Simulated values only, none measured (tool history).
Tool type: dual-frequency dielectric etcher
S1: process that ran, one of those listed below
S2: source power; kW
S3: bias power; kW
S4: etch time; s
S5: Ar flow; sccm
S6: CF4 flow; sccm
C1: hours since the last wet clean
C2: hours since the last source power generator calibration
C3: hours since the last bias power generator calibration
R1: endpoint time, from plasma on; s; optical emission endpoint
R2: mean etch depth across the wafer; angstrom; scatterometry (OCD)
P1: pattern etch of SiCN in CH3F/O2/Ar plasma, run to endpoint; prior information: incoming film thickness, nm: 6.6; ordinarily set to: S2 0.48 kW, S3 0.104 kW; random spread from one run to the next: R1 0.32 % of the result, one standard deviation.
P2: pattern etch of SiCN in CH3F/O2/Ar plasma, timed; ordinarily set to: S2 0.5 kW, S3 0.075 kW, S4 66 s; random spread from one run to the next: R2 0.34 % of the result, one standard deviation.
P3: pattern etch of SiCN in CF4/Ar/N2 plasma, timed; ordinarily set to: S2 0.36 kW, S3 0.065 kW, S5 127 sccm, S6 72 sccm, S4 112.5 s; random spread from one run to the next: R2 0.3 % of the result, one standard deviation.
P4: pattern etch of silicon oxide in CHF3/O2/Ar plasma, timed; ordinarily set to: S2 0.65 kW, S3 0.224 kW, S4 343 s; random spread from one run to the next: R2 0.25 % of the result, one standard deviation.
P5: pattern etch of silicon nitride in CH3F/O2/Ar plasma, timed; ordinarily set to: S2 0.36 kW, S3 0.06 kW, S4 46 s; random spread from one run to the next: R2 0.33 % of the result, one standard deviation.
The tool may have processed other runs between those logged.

run     day  S1    S2     S3     S4   S5  S6     C1      C2      C3      R1      R2
  1   0.171  P1  0.48  0.104                  102.5  1121.1  1486.5  14.688
  2   0.467  P4  0.65  0.224    343           109.6  1128.2  1493.6          7484.6
  3   0.758  P2   0.5  0.075     66           116.6  1135.2  1500.6          279.51
  4   1.121  P1  0.48  0.104                  125.3  1143.9  1509.3  14.624
  5   1.404  P4  0.65  0.224  188.5           132.1  1150.7  1516.1          4096.2
  6   1.725  P3  0.36  0.065  112.5  127  72  139.8  1158.4  1523.8          762.29
  7   1.979  P3  0.36  0.065  112.5  127  72  145.9  1164.5  1529.9           764.2
  8   2.146  P1  0.48  0.073                  149.9  1168.5  1533.9  16.732
  9   2.525  P1  0.48  0.104                    159  1177.6    1543  14.635
 10   2.754  P1  0.35  0.104                  164.5  1183.1  1548.5  16.528
 11   3.096  P1  0.31  0.133                  172.7  1191.3  1556.7  15.629
 12   3.429  P5  0.36  0.083     46           180.7  1199.3  1564.7          327.97
 13   3.758  P4  0.65  0.178    343           188.6  1207.2  1572.6          6942.3
 14   4.083  P2  0.64  0.075     66           196.4    1215  1580.4          304.45
 15   4.262  P4  0.83  0.224    343           200.7  1219.3  1584.7          8186.5
 16   4.588  P1  0.48  0.104                  208.5  1227.1  1592.5   14.64
 17    4.95  P2   0.5  0.098     66           217.2  1235.8  1601.2          305.68
 18     5.2  P3  0.36  0.065  112.5  158  72  223.2  1241.8  1607.2          734.62
 19   5.475  P3  0.36  0.065     88  127  72  229.8  1248.4  1613.8          596.05
 20   5.817  P5  0.36   0.06     46             238  1256.6    1622          293.56
 21       6  P1   0.4  0.075                  242.4    1261  1626.4  17.696
 22     6.3  P3  0.36  0.065  112.5  127  97  249.6  1268.2  1633.6          798.24
 23   6.471  P2   0.5  0.075     37           253.7  1272.3  1637.7          156.27
 24   6.804  P3  0.47  0.065  112.5  127  72  261.7  1280.3  1645.7          966.52
 25   7.004  P5  0.36   0.06     29           266.5  1285.1  1650.5          185.83
 26   7.362  P5  0.25   0.06     46           275.1  1293.7  1659.1          255.86
 27   7.629  P1  0.58  0.136                  281.5  1300.1  1665.5  12.405
 28   7.938  P1  0.48  0.104                  288.9  1307.5  1672.9  14.673
 29   8.133  P2   0.5  0.075     66           293.6  1312.2  1677.6             278
 30   8.508  P5  0.36   0.06     46           302.6  1321.2  1686.6          292.56
 31   8.733  P1  0.48  0.141                    308  1326.6    1692  13.058
 32   8.929  P3  0.36  0.053  112.5  127  72  312.7  1331.3  1696.7          707.11
 33   9.196  P1   0.6  0.104                  319.1  1337.7  1703.1  13.593
 34   9.367  P1  0.48  0.104                  323.2  1341.8  1707.2   14.64
 35   9.675  P1  0.48  0.104                  330.6  1349.2  1714.6  14.624
 36   9.983  P1  0.48  0.104                    338  1356.6    1722  14.496
 37   10.35  P1  0.48  0.104                  346.8  1365.4  1730.8  14.491
 38  10.725  P1  0.48  0.104                  355.8  1374.4  1739.8  14.528
 39  10.908  P1  0.48  0.104                  360.2  1378.8  1744.2  14.481
     11.104  -- wet clean of the chamber
 40  11.154  P1  0.48  0.104                    1.2  1384.7  1750.1  14.427
 41  11.492  P1  0.48  0.104                    9.3  1392.8  1758.2  14.397
 42  11.788  P1  0.48  0.104                   16.4  1399.9  1765.3  14.445
 43  12.083  P1  0.48  0.104                   23.5    1407  1772.4  14.473

P1 has crept away from where it was. The log is fitted equally well by each of these 2 causes, at the sizes shown:
A: bias power that arrives over what is set, % = 4.35
B: source power that arrives over what is set, % = 4.44
The onset of the drift is placed at about day 9.675.
The rest of the possible causes, and what rules out each one:
chamber walls in a state that raises the etch rate, %: serviced at day 11.104, after the drift had started, without restoring the earlier output

Question marks stand in for the results of the 4 check runs listed below, each run on one wafer. Under which run would the listed causes show clearly different results?
check 1  12.379  P3  0.36  0.065  112.5  127  86                   ?
check 2  12.379  P2   0.5  0.088     42                            ?
check 3  12.379  P4  0.75  0.224    343                            ?
check 4  12.379  P5  0.36  0.077     37                            ?

How each check would come out, cause by cause:
  check  result    if A    if B
check 1      R2  796.66  815.46
check 2      R2  190.69  190.82
check 3      R2  7999.7  8013.5
check 4      R2  261.72  262.08
Gap, in per cent, between the two causes that each check separates least, read from the result that separates them most: check 1 2.33 %; check 2 0.07 %; check 3 0.17 %; check 4 0.14 %
The other checks would show nearly matching results whichever cause is true, so check 1 is the only one that separates the causes.

Running check 1 produced the following: R2 795 angstrom. Which one of the listed causes fits?

Of the candidate causes, it is A: bias power that arrives over what is set, %.
